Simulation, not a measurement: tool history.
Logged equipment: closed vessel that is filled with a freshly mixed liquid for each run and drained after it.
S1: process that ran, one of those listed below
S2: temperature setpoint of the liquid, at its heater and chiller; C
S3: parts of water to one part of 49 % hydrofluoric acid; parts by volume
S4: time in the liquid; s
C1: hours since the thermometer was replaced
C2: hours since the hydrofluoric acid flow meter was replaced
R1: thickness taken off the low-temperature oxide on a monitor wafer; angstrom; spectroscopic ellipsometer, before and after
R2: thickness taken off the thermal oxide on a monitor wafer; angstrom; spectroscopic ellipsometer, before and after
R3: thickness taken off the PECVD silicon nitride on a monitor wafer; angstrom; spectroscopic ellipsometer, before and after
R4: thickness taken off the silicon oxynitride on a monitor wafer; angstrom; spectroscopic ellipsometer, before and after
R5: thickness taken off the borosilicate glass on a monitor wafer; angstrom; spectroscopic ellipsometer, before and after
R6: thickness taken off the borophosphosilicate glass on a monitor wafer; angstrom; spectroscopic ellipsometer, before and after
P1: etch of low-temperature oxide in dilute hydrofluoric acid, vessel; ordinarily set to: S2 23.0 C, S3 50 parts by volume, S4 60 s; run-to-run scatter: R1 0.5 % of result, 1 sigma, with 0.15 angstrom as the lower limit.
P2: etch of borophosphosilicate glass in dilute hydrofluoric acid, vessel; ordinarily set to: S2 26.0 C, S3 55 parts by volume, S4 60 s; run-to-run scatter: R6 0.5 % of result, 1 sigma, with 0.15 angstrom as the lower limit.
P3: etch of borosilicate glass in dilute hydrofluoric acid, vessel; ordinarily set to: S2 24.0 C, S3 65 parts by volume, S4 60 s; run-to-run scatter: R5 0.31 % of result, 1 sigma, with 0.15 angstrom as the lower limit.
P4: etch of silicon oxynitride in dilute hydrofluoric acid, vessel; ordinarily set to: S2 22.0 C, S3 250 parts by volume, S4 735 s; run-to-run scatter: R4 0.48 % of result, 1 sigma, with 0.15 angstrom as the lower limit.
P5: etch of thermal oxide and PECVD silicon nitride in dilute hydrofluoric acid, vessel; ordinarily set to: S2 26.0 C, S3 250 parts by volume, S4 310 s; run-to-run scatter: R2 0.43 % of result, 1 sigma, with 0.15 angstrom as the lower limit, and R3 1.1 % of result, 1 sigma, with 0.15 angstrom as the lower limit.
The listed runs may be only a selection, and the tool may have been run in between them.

Run 1, hour 12.9: S1 P1, S2 23.0 C, S3 50 parts by volume, S4 60 s; C1 823.7; C2 198.8. Result: R1 128.230 angstrom.
Run 2, hour 23.9: S1 P5, S2 30.5 C, S3 250 parts by volume, S4 310 s; C1 834.7; C2 209.8. Result: R2 68.2840 angstrom, R3 31.0200 angstrom.
Run 3, hour 35.3: S1 P4, S2 22.0 C, S3 365 parts by volume, S4 735 s; C1 846.1; C2 221.2. Result: R4 35.685 angstrom.
Run 4, hour 48.2: S1 P3, S2 24.0 C, S3 65 parts by volume, S4 60 s; C1 859.0; C2 234.1. Result: R5 391.06 angstrom.
Run 5, hour 58.0: S1 P1, S2 23.0 C, S3 80 parts by volume, S4 60 s; C1 868.8; C2 243.9. Result: R1 77.746 angstrom.
Run 6, hour 70.4: S1 P1, S2 23.0 C, S3 50 parts by volume, S4 60 s; C1 881.2; C2 256.3. Result: R1 127.880 angstrom.
Run 7, hour 77.5: S1 P2, S2 22.0 C, S3 55 parts by volume, S4 60 s; C1 888.3; C2 263.4. Result: R6 537.52 angstrom.
Run 8, hour 90.3: S1 P1, S2 23.0 C, S3 50 parts by volume, S4 60 s; C1 901.1; C2 276.2. Result: R1 129.060 angstrom.
Run 9, hour 99.1: S1 P1, S2 23.0 C, S3 50 parts by volume, S4 95 s; C1 909.9; C2 285.0. Result: R1 202.800 angstrom.
Run 10, hour 111.7: S1 P2, S2 26.0 C, S3 30 parts by volume, S4 60 s; C1 922.5; C2 297.6. Result: R6 1198.90 angstrom.
Run 11, hour 120.3: S1 P1, S2 23.0 C, S3 50 parts by volume, S4 60 s; C1 931.1; C2 306.2. Result: R1 129.000 angstrom.
Run 12, hour 133.4: S1 P5, S2 26.0 C, S3 385 parts by volume, S4 310 s; C1 944.2; C2 319.3. Result: R2 33.1230 angstrom, R3 15.1020 angstrom.
Run 13, hour 144.1: S1 P1, S2 23.0 C, S3 20 parts by volume, S4 60 s; C1 954.9; C2 330.0. Result: R1 333.040 angstrom.
Run 14, hour 158.3: S1 P2, S2 26.0 C, S3 55 parts by volume, S4 30 s; C1 969.1; C2 344.2. Result: R6 314.89 angstrom.
Run 15, hour 167.7: S1 P4, S2 22.0 C, S3 250 parts by volume, S4 1365 s; C1 978.5; C2 353.6. Result: R4 105.590 angstrom.
Run 16, hour 181.8: S1 P4, S2 26.0 C, S3 250 parts by volume, S4 735 s; C1 992.6; C2 367.7. Result: R4 67.484 angstrom.
Run 17, hour 193.3: S1 P3, S2 24.0 C, S3 25 parts by volume, S4 60 s; C1 1004.1; C2 379.2. Result: R5 1073.10 angstrom.
Run 18, hour 200.4: S1 P4, S2 22.0 C, S3 250 parts by volume, S4 735 s; C1 1011.2; C2 386.3. Result: R4 56.818 angstrom.
Run 19, hour 211.6: S1 P1, S2 17.0 C, S3 20 parts by volume, S4 60 s; C1 1022.4; C2 397.5. Result: R1 259.300 angstrom.
Run 20, hour 223.9: S1 P2, S2 26.0 C, S3 55 parts by volume, S4 60 s; C1 1034.7; C2 409.8. Result: R6 633.03 angstrom.
Run 21, hour 238.5: S1 P1, S2 23.0 C, S3 50 parts by volume, S4 60 s; C1 1049.3; C2 424.4. Result: R1 127.650 angstrom.
Run 22, hour 250.8: S1 P4, S2 22.0 C, S3 250 parts by volume, S4 735 s; C1 1061.6; C2 436.7. Result: R4 57.323 angstrom.
Run 23, hour 259.2: S1 P3, S2 24.0 C, S3 65 parts by volume, S4 115 s; C1 1070.0; C2 445.1. Result: R5 748.50 angstrom.
Run 24, hour 268.7: S1 P1, S2 23.0 C, S3 50 parts by volume, S4 60 s; C1 1079.5; C2 454.6. Result: R1 128.460 angstrom.
Run 25, hour 282.7: S1 P5, S2 26.0 C, S3 250 parts by volume, S4 310 s; C1 1093.5; C2 468.6. Result: R2 58.2560 angstrom, R3 23.5000 angstrom.
Run 26, hour 289.2: S1 P3, S2 31.0 C, S3 65 parts by volume, S4 60 s; C1 1100.0; C2 475.1. Result: R5 515.19 angstrom.
Run 27, hour 298.2: S1 P1, S2 17.5 C, S3 50 parts by volume, S4 60 s; C1 1109.0; C2 484.1. Result: R1 101.870 angstrom.
Run 28, hour 305.5: S1 P1, S2 23.0 C, S3 50 parts by volume, S4 60 s; C1 1116.3; C2 491.4. Result: R1 128.780 angstrom.
Run 29, hour 313.7: S1 P1, S2 23.0 C, S3 50 parts by volume, S4 35 s; C1 1124.5; C2 499.6. Result: R1 74.686 angstrom.
Run 30, hour 327.8: S1 P2, S2 26.0 C, S3 55 parts by volume, S4 60 s; C1 1138.6; C2 513.7. Result: R6 628.69 angstrom.
Run 31, hour 340.7: S1 P5, S2 26.0 C, S3 250 parts by volume, S4 30 s; C1 1151.5; C2 526.6. Result: R2 5.5837 angstrom, R3 2.4269 angstrom.
Run 32, hour 353.6: S1 P1, S2 29.0 C, S3 50 parts by volume, S4 60 s; C1 1164.4; C2 539.5. Result: R1 163.850 angstrom.
Run 33, hour 365.7: S1 P3, S2 24.0 C, S3 65 parts by volume, S4 60 s; C1 1176.5; C2 551.6. Result: R5 389.15 angstrom.
Run 34, hour 377.4: S1 P1, S2 23.0 C, S3 50 parts by volume, S4 60 s; C1 1188.2; C2 563.3. Result: R1 129.140 angstrom.
Run 35, hour 391.1: S1 P1, S2 23.0 C, S3 50 parts by volume, S4 60 s; C1 1201.9; C2 577.0. Result: R1 124.880 angstrom.
Run 36, hour 399.5: S1 P1, S2 23.0 C, S3 50 parts by volume, S4 60 s; C1 1210.3; C2 585.4. Result: R1 122.270 angstrom.
Run 37, hour 412.1: S1 P1, S2 23.0 C, S3 50 parts by volume, S4 60 s; C1 1222.9; C2 598.0. Result: R1 121.420 angstrom.
Run 38, hour 426.5: S1 P1, S2 23.0 C, S3 50 parts by volume, S4 60 s; C1 1237.3; C2 612.4. Result: R1 119.920 angstrom.
Run 39, hour 438.0: S1 P1, S2 23.0 C, S3 50 parts by volume, S4 60 s; C1 1248.8; C2 623.9. Result: R1 120.810 angstrom.
Run 40, hour 446.1: S1 P1, S2 23.0 C, S3 50 parts by volume, S4 60 s; C1 1256.9; C2 632.0. Result: R1 120.180 angstrom.

What P1 gives has crept away from where it was. These 2 causes fit the log equally well, each at the size given:
A: hydrofluoric acid flow below the setpoint (%) = 6.32
B: liquid colder than its thermometer reads (K) = 1.67
The drift started at roughly hour 377.4.

Each of the check runs listed below is run on 3 wafers and reports their average, with the results left as question marks. Pick the one under which the possible causes would lead to clearly different results.
Run check 1, hour 454.2: S1 P5, S2 26.0 C, S3 250 parts by volume, S4 310 s. Result: R2 ?, R3 ?.
Run check 2, hour 454.2: S1 P4, S2 22.0 C, S3 250 parts by volume, S4 735 s. Result: R4 ?.
Run check 3, hour 454.2: S1 P3, S2 24.0 C, S3 65 parts by volume, S4 60 s. Result: R5 ?.
Run check 4, hour 454.2: S1 P2, S2 26.0 C, S3 55 parts by volume, S4 60 s. Result: R6 ?.

Check results expected under each cause:
  check  result     if A     if B
check 1      R2  53.8510  55.1680
check 1      R3  21.9030  21.1050
check 2      R4   52.599   52.688
check 3      R5   363.11   364.07
check 4      R6   588.88   590.40
Smallest distance between any two causes, each pair judged by its most separating result, in per cent: check 1 3.71 %; check 2 0.17 %; check 3 0.26 %; check 4 0.26 %
Check 1 tells the causes apart: in the others they would give nearly the same result.

Here is what check 1 returned: R2 53.9870 angstrom; R3 21.6540 angstrom. Which cause is it?

Of the candidate causes, it is A: hydrofluoric acid flow below the setpoint (%).

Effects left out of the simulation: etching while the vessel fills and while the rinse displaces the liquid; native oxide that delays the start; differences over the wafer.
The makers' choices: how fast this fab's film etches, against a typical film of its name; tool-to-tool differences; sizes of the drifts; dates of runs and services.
